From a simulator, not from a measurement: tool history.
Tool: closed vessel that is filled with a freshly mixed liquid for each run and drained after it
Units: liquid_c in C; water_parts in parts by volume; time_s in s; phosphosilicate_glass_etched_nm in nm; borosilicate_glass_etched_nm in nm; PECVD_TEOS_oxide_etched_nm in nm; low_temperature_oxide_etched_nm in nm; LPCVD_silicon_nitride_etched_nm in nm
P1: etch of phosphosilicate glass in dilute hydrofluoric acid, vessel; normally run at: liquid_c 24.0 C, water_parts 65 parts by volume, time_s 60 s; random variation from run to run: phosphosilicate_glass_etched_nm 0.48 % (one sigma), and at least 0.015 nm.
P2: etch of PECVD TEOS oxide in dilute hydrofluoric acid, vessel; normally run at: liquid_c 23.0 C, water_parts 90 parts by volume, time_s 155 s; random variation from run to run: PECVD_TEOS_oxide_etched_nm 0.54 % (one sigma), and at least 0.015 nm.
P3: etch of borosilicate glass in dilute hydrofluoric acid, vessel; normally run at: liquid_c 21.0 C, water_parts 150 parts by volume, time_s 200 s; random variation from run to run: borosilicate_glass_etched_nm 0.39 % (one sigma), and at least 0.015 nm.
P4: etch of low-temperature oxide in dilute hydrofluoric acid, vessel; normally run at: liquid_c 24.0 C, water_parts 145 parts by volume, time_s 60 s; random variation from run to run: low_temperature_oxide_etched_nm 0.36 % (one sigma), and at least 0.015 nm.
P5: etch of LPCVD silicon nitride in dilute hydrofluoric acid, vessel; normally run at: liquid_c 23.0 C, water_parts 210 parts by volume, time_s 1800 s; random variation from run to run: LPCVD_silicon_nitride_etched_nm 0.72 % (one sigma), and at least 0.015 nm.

| run | hour | process | liquid_c | water_parts | time_s | hours since the thermometer was replaced | hours since the hydrofluoric acid flow meter was replaced | phosphosilicate_glass_etched_nm | borosilicate_glass_etched_nm | PECVD_TEOS_oxide_etched_nm | low_temperature_oxide_etched_nm | LPCVD_silicon_nitride_etched_nm |
|---|---|---|---|---|---|---|---|---|---|---|---|---|
| 1 | 5.9 | P1 | 24.0 | 65 | 60 | 1525.9 | 321.8 | 117.790 |  |  |  |  |
| 2 | 17.3 | P3 | 21.0 | 150 | 200 | 1537.3 | 333.2 |  | 44.545 |  |  |  |
| 3 | 23.6 | P1 | 24.0 | 65 | 30 | 1543.6 | 339.5 | 59.222 |  |  |  |  |
| 4 | 34.9 | P3 | 21.0 | 95 | 200 | 1554.9 | 350.8 |  | 75.857 |  |  |  |
| 5 | 45.0 | P2 | 23.0 | 90 | 155 | 1565.0 | 360.9 |  |  | 20.3240 |  |  |
| 6 | 58.4 | P4 | 24.0 | 145 | 60 | 1578.4 | 374.3 |  |  |  | 7.6672 |  |
| 7 | 66.3 | P5 | 23.0 | 365 | 1800 | 1586.3 | 382.2 |  |  |  |  | 2.0235 |
| 8 | 72.3 | P2 | 23.0 | 90 | 155 | 1592.3 | 388.2 |  |  | 20.5800 |  |  |
| 9 | 81.9 | P2 | 23.0 | 90 | 45 | 1601.9 | 397.8 |  |  | 5.9561 |  |  |
| 10 | 89.3 | P4 | 24.0 | 145 | 30 | 1609.3 | 405.2 |  |  |  | 3.8290 |  |
| 11 | 98.7 | P1 | 17.0 | 65 | 60 | 1618.7 | 414.6 | 88.416 |  |  |  |  |
| 12 | 107.4 | P1 | 30.5 | 65 | 60 | 1627.4 | 423.3 | 151.000 |  |  |  |  |
| 13 | 120.5 | P1 | 18.0 | 85 | 60 | 1640.5 | 436.4 | 68.576 |  |  |  |  |
| 14 | 129.4 | P4 | 29.5 | 145 | 60 | 1649.4 | 445.3 |  |  |  | 9.3979 |  |
| 15 | 137.2 | P3 | 17.0 | 150 | 200 | 1657.2 | 453.1 |  | 37.979 |  |  |  |
|  | 137.6 | hydrofluoric acid flow meter replaced |
| 16 | 147.7 | P1 | 24.0 | 65 | 60 | 1667.7 | 10.1 | 117.390 |  |  |  |  |
| 17 | 159.9 | P1 | 24.0 | 65 | 60 | 1679.9 | 22.3 | 118.290 |  |  |  |  |
| 18 | 171.8 | P1 | 24.0 | 95 | 60 | 1691.8 | 34.2 | 77.714 |  |  |  |  |
| 19 | 180.8 | P2 | 23.0 | 20 | 155 | 1700.8 | 43.2 |  |  | 100.2700 |  |  |
| 20 | 190.9 | P3 | 21.0 | 150 | 400 | 1710.9 | 53.3 |  | 89.966 |  |  |  |
| 21 | 199.5 | P2 | 19.0 | 90 | 155 | 1719.5 | 61.9 |  |  | 17.1520 |  |  |

The next listed run, before its measurement:
| 22 | 211.9 | P5 | 23.0 | 210 | 3180 | 1731.9 | 74.3 |  |  |  |  | ? |

LPCVD_silicon_nitride_etched_nm: 6.2181 nm

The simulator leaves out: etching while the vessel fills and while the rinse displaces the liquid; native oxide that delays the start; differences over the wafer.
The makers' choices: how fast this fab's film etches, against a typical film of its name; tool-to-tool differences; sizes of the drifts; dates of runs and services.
